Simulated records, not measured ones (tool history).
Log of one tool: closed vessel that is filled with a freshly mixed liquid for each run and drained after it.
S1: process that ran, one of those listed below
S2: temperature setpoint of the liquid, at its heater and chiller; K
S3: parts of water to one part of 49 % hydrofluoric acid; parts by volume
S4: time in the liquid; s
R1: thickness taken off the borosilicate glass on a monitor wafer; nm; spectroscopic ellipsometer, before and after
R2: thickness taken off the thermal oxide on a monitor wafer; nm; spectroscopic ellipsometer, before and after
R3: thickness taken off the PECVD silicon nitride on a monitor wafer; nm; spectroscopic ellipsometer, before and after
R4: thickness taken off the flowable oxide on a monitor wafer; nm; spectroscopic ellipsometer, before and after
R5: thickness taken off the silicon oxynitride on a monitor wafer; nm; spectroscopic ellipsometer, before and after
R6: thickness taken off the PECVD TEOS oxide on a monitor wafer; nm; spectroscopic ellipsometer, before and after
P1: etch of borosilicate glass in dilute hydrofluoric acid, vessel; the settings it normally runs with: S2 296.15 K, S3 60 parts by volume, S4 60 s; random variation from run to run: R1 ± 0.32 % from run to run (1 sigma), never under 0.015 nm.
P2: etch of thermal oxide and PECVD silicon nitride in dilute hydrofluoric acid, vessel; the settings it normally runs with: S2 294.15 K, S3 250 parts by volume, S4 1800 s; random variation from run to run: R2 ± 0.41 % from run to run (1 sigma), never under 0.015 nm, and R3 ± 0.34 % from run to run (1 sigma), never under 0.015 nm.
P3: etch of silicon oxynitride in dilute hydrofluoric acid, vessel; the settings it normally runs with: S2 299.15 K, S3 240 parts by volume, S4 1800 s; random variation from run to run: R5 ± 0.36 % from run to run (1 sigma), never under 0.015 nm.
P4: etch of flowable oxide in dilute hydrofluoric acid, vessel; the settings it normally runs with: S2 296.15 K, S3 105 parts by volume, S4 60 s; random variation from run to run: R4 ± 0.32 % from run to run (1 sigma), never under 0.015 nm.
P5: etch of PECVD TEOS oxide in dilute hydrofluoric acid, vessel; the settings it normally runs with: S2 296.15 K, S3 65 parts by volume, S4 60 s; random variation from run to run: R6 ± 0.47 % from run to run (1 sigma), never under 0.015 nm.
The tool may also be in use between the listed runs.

run	hour	S1	S2	S3	S4	R1	R2	R3	R4	R5	R6
1	5.0	P1	296.15	60	60	48.665					
2	11.3	P2	294.15	250	1800		26.4310	34.4360			
3	16.5	P1	296.15	30	100	168.140					
4	23.9	P4	296.15	25	60				101.690		
5	31.8	P2	294.15	340	1800		17.8840	25.5130			
6	36.2	P1	296.15	60	60	48.606					
7	44.2	P1	291.65	60	60	40.204					
8	49.8	P3	299.15	80	1800					118.480	
9	55.9	P5	296.15	65	60						23.587
10	61.6	P1	296.15	60	30	24.488					
11	67.7	P1	296.15	60	60	48.634					
# hour 69.4: hydrofluoric acid flow meter replaced
12	72.3	P1	296.15	60	60	48.709					
13	76.5	P1	296.15	60	100	81.004					
14	81.0	P1	296.15	35	60	86.057					
15	87.1	P2	294.15	250	300		4.4089	5.8182			
16	94.0	P3	299.15	240	3585					68.751	
17	101.3	P1	296.15	90	60	31.228					
18	108.1	P2	294.15	250	1800		26.4380	34.5390			
19	114.3	P1	302.65	60	95	100.210					
20	122.0	P1	296.15	60	60	48.339					
21	129.0	P2	290.15	250	1800		22.7160	26.6530			
22	135.4	P1	296.15	60	60	48.602					
23	139.9	P5	296.15	105	60						14.073
24	147.3	P5	296.15	65	30						11.949
25	153.9	P3	291.65	240	1800					24.909	
26	159.7	P3	299.15	240	1800					34.527	

Run 27 has not been measured yet. What should we expect?
27	164.4	P4	290.65	105	60				?		

Run 27 produced R4 17.553 nm.

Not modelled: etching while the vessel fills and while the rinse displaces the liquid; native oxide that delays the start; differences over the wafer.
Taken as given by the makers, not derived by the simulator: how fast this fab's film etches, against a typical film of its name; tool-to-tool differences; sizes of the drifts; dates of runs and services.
